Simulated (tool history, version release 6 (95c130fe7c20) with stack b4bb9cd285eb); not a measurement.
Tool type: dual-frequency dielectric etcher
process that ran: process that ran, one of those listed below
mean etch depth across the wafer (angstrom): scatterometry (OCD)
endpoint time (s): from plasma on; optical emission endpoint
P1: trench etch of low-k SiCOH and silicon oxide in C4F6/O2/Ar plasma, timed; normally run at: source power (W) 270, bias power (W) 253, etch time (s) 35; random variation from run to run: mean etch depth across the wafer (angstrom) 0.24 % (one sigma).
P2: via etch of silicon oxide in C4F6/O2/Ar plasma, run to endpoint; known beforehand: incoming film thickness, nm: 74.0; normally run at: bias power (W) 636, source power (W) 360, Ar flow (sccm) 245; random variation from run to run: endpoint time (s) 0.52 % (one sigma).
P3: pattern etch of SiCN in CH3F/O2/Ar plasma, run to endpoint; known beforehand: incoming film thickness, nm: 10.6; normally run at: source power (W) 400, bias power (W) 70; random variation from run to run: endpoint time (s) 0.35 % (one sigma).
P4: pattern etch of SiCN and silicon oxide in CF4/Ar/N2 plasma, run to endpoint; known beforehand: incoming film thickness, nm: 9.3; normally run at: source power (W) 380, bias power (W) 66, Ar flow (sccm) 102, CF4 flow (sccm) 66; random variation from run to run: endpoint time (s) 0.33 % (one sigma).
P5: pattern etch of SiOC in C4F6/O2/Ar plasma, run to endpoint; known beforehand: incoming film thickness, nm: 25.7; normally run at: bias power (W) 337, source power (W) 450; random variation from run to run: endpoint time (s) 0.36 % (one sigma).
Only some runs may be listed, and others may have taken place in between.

run	day	process that ran	source power (W)	bias power (W)	etch time (s)	Ar flow (sccm)	CF4 flow (sccm)	mean etch depth across the wafer (angstrom)	endpoint time (s)
1	0.129	P1	270	253	35			1053.8	
2	0.238	P4	380	40		102	66		15.842
3	0.329	P1	160	253	35			862.28	
4	0.458	P5	570	337					8.4764
5	0.579	P1	270	183	35			941.01	
6	0.679	P1	270	253	35			1051.8	
7	0.85	P4	380	66		79	66		12.937
8	0.967	P1	270	253	35			1051.5	
9	1.104	P1	270	253	35			1047.4	
10	1.279	P1	360	253	35			1173	
11	1.442	P2	360	636		245			14.928
12	1.633	P1	270	347	35			1182.2	
13	1.733	P4	380	66		102	66		13.589
14	1.854	P1	270	253	35			1049.8	
15	2.033	P5	450	440					8.4299
16	2.158	P4	230	66		102	66		20.876
17	2.312	P2	360	636		338			15.593
18	2.412	P5	450	337					9.2713
19	2.592	P1	210	253	45			1229	
20	2.779	P2	470	636		245			13.448
# day 2.804: wet clean of the chamber
21	2.954	P3	400	85					26.742
22	3.062	P1	270	253	35			1047.2	
23	3.212	P2	360	492		245			16.56
24	3.304	P4	380	66		102	66		13.555
25	3.433	P4	380	66		102	88		12.984
26	3.542	P1	270	330	49.5			1631.6	
27	3.671	P3	400	70					28.743
28	3.783	P2	360	636		245			14.816
29	3.983	P1	270	253	27			813	
30	4.146	P3	550	70					25.489
31	4.333	P5	450	337					9.3043
32	4.483	P1	270	253	35			1048.5	
33	4.604	P1	270	253	50			1510.9	
34	4.804	P3	400	70					28.826
35	4.938	P1	350	175	35			1032.4	
36	5.133	P1	270	253	35			1053.6	
37	5.288	P1	270	253	35			1043.8	
38	5.454	P1	270	253	35			1042.5	
39	5.633	P1	270	253	35			1038.7	
40	5.771	P1	270	253	35			1034.1	
# day 5.808: wet clean of the chamber
41	5.879	P1	270	253	35			1034.4	
42	6.05	P1	270	253	35			1034.2	
43	6.2	P1	270	253	35			1037.1	

P1 has crept away from where it was. The log is fitted equally well by each of these 2 causes, at the sizes shown:
A: source power that arrives under what is set, % = 3.97
B: bias power that arrives under what is set, % = 4.35
The process output started creeping at around day 5.133.
Why every other cause is out:
chamber walls in a state that lowers the etch rate, %: work on it at day 5.808, done after the drift set in, did not restore what the process gave before

You are offered 4 check runs, listed below with question marks in place of their results; each one averages 2 wafers. Which run separates the listed causes by giving clearly different results for each?
check 1	6.35	P5	450	337					?
check 2	6.35	P4	380	66		102	66		?
check 3	6.35	P2	360	636		245			?
check 4	6.35	P3	400	70					?

Expected result of each check under each candidate cause:
check	result	if A	if B
check 1	endpoint time (s)	9.4354	9.4371
check 2	endpoint time (s)	13.967	13.681
check 3	endpoint time (s)	15.219	15.256
check 4	endpoint time (s)	29.126	29.135
Gap, in per cent, between the two causes that each check separates least, read from the result that separates them most: check 1 0.02 %; check 2 2.07 %; check 3 0.25 %; check 4 0.03 %
Check 2 is the one run that separates the causes; every other check would come out nearly the same whichever cause is at work.

Check 2 was then run and gave: endpoint time (s) 13.7. Which cause is it?

It is B: bias power that arrives under what is set, %.
